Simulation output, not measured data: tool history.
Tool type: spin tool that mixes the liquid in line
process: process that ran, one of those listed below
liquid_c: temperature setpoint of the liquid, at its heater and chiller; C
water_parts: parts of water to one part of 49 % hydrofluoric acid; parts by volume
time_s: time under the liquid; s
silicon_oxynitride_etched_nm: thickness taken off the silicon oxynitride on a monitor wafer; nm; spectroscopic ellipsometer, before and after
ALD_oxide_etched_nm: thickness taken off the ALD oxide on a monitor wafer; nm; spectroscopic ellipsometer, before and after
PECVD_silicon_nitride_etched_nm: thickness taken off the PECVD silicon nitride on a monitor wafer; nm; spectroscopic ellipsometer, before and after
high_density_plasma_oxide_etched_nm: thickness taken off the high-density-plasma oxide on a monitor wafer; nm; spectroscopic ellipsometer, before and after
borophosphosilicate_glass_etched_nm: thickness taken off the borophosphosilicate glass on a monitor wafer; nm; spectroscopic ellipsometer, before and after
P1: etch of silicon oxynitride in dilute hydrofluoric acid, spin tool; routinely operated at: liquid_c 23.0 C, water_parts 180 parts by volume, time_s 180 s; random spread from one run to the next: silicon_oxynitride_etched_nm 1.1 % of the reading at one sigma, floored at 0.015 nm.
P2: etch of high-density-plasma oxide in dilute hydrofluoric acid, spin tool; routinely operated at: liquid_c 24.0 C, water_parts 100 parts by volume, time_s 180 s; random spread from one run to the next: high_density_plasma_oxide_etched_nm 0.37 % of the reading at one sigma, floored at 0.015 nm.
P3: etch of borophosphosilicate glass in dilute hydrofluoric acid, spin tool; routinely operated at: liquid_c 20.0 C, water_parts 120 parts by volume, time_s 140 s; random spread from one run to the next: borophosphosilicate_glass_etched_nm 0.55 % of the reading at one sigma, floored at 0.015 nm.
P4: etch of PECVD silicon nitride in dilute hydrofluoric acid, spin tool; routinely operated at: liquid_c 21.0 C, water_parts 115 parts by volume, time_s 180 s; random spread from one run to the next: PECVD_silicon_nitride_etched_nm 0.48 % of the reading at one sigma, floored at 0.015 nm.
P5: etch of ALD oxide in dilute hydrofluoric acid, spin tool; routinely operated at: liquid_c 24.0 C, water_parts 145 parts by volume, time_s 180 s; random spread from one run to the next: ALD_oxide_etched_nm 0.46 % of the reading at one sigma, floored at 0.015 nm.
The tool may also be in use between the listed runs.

run	day	process	liquid_c	water_parts	time_s	hours since the thermometer was replaced	hours since the hydrofluoric acid flow meter was replaced	silicon_oxynitride_etched_nm	ALD_oxide_etched_nm	PECVD_silicon_nitride_etched_nm	high_density_plasma_oxide_etched_nm	borophosphosilicate_glass_etched_nm
1	0.129	P1	23.0	180	180	610.9	383.8	1.89000				
2	0.375	P5	24.0	145	180	616.8	389.7		11.5690			
3	0.538	P1	23.0	180	180	620.7	393.6	1.91750				
4	0.825	P1	23.0	180	180	627.6	400.5	1.86470				
5	0.954	P5	24.0	145	320	630.7	403.6		20.4880			
6	1.121	P4	21.0	115	180	634.7	407.6			4.1013		
7	1.283	P4	21.0	115	75	638.6	411.5			1.7323		
8	1.521	P5	20.0	145	180	644.3	417.2		9.9112			
9	1.717	P2	24.0	160	180	649.0	421.9				5.90230	
10	1.950	P1	23.0	85	180	654.6	427.5	4.29370				
11	2.208	P1	23.0	180	85	660.8	433.7	0.89068				
12	2.467	P4	21.0	20	180	667.0	439.9			22.6280		
13	2.617	P4	21.0	115	180	670.6	443.5			4.1223		
14	2.775	P4	28.5	115	180	674.4	447.3			6.7334		
15	3.004	P1	30.0	180	180	679.9	452.8	2.57990				
16	3.212	P5	24.0	50	180	684.9	457.8		37.7350			
17	3.433	P1	23.0	180	180	690.2	463.1	1.87010				
18	3.700	P1	19.0	180	180	696.6	469.5	1.61060				
19	3.908	P3	20.0	120	140	701.6	474.5					39.8760
20	4.162	P2	24.0	100	180	707.7	480.6				10.23200	
21	4.292	P1	30.5	95	180	710.8	483.7	5.30510				
22	4.462	P3	20.0	20	140	714.9	487.8					270.5200
23	4.742	P2	17.0	100	180	721.6	494.5				7.67180	
24	4.929	P1	23.0	310	180	726.1	499.0	0.97474				
25	5.054	P3	26.0	120	140	729.1	502.0					51.1090
26	5.267	P1	23.0	180	180	734.2	507.1	1.86590				
27	5.471	P1	23.0	180	345	739.1	512.0	3.51910				
28	5.704	P2	24.0	100	15	744.7	517.6				0.85116	
29	5.917	P3	20.0	120	140	749.8	522.7					40.2890
30	6.175	P1	23.0	180	180	756.0	528.9	1.85910				
31	6.421	P3	20.0	120	15	761.9	534.8					4.2883
32	6.638	P1	23.0	180	180	767.1	540.0	1.91420				
33	6.917	P1	23.0	180	180	773.8	546.7	1.86520				
34	7.092	P1	23.0	180	180	778.0	550.9	1.80170				
35	7.325	P1	23.0	180	180	783.6	556.5	1.80640				
36	7.604	P1	23.0	180	180	790.3	563.2	1.73050				
37	7.742	P1	23.0	180	180	793.6	566.5	1.73800				
38	7.879	P1	23.0	180	180	796.9	569.8	1.80430				
39	8.046	P1	23.0	180	180	800.9	573.8	1.73720				
40	8.258	P1	23.0	180	180	806.0	578.9	1.73880				
41	8.500	P1	23.0	180	180	811.8	584.7	1.79370				
42	8.700	P1	23.0	180	180	816.6	589.5	1.74160				
43	8.979	P1	23.0	180	180	823.3	596.2	1.71970				

The log shows P1 creeping away from where it was. Any of the 2 causes listed here, at the size stated for it, fits the log just as well as the others:
A: liquid colder than its thermometer reads (K) = 1.49
B: hydrofluoric acid flow below the setpoint (%) = 5.83
The process output started creeping at around day 6.638.

Consider the 4 single-wafer check runs listed below, results given as question marks: which one distinguishes between the causes by giving clearly different results for each?
check 1	9.258	P2	17.5	145	180						?	
check 2	9.258	P4	21.0	40	115					?		
check 3	9.258	P3	20.0	80	25							?
check 4	9.258	P5	24.0	70	315				?			

Predicted outcomes, by check and by cause:
check	result	if A	if B
check 1	high_density_plasma_oxide_etched_nm	4.85680	4.82040
check 2	PECVD_silicon_nitride_etched_nm	6.6926	7.0033
check 3	borophosphosilicate_glass_etched_nm	10.5560	10.5210
check 4	ALD_oxide_etched_nm	43.1440	42.9360
How far apart the two closest causes lie, in the result that separates them most: check 1 0.75 %; check 2 4.54 %; check 3 0.33 %; check 4 0.48 %
Only check 2 tells the causes apart: in the others they would give nearly the same result.

Here is what check 2 returned: PECVD_silicon_nitride_etched_nm 6.6806 nm. Which cause is it?

It is A: liquid colder than its thermometer reads (K).
